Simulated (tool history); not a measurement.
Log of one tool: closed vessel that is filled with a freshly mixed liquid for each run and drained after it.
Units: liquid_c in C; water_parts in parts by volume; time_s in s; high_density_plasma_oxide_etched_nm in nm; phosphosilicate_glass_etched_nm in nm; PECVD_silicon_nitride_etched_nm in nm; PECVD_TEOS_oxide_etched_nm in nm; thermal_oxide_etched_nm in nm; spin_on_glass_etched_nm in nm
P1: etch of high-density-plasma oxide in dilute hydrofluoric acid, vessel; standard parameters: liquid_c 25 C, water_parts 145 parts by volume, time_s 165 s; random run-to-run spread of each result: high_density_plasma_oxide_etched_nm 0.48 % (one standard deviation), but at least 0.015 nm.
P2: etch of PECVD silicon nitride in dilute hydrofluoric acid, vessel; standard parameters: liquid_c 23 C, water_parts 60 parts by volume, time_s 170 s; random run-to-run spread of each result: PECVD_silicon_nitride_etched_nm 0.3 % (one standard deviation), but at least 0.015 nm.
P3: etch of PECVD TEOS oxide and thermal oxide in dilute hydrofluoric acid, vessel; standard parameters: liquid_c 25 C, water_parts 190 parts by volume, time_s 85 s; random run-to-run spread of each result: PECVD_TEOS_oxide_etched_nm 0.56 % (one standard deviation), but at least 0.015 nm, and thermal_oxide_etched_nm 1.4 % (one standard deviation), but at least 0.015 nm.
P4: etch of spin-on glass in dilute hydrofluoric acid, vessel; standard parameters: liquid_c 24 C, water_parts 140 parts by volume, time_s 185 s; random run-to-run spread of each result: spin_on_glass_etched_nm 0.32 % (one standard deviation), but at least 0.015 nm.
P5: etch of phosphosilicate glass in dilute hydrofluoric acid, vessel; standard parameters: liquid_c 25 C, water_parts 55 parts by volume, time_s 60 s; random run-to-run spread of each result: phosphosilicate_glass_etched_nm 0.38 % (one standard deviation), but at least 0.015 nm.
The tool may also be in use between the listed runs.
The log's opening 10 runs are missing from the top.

| run | hour | process | liquid_c | water_parts | time_s | high_density_plasma_oxide_etched_nm | phosphosilicate_glass_etched_nm | PECVD_silicon_nitride_etched_nm | PECVD_TEOS_oxide_etched_nm | thermal_oxide_etched_nm | spin_on_glass_etched_nm |
|---|---|---|---|---|---|---|---|---|---|---|---|
| 11 | 101.1 | P5 | 25 | 55 | 60 |  | 99.575 |  |  |  |  |
| 12 | 110.4 | P4 | 18 | 140 | 185 |  |  |  |  |  | 39.806 |
| 13 | 119.4 | P2 | 23 | 60 | 170 |  |  | 8.8252 |  |  |  |
| 14 | 127.2 | P4 | 24 | 140 | 185 |  |  |  |  |  | 50.316 |
| 15 | 136.3 | P1 | 25 | 145 | 260 | 11.963 |  |  |  |  |  |
| 16 | 145.3 | P1 | 32 | 145 | 250 | 14.808 |  |  |  |  |  |
| 17 | 154.7 | P5 | 31 | 55 | 60 |  | 127.27 |  |  |  |  |
| 18 | 160.8 | P4 | 24 | 140 | 105 |  |  |  |  |  | 28.597 |
| 19 | 169.9 | P3 | 25 | 190 | 85 |  |  |  | 7.1591 | 1.8731 |  |
| 20 | 176 | P2 | 23 | 85 | 170 |  |  | 6.2454 |  |  |  |
| 21 | 182.3 | P3 | 32.5 | 190 | 85 |  |  |  | 9.2975 | 2.4438 |  |
| 22 | 191.6 | P4 | 24 | 35 | 185 |  |  |  |  |  | 229.29 |
| 23 | 202.7 | P1 | 32 | 145 | 165 | 9.833 |  |  |  |  |  |

What does the tool deliver on the next run?
| 24 | 211 | P3 | 25 | 190 | 30 |  |  |  | ? | ? |  |

PECVD_TEOS_oxide_etched_nm: 2.5366 nm
thermal_oxide_etched_nm: 0.67837 nm
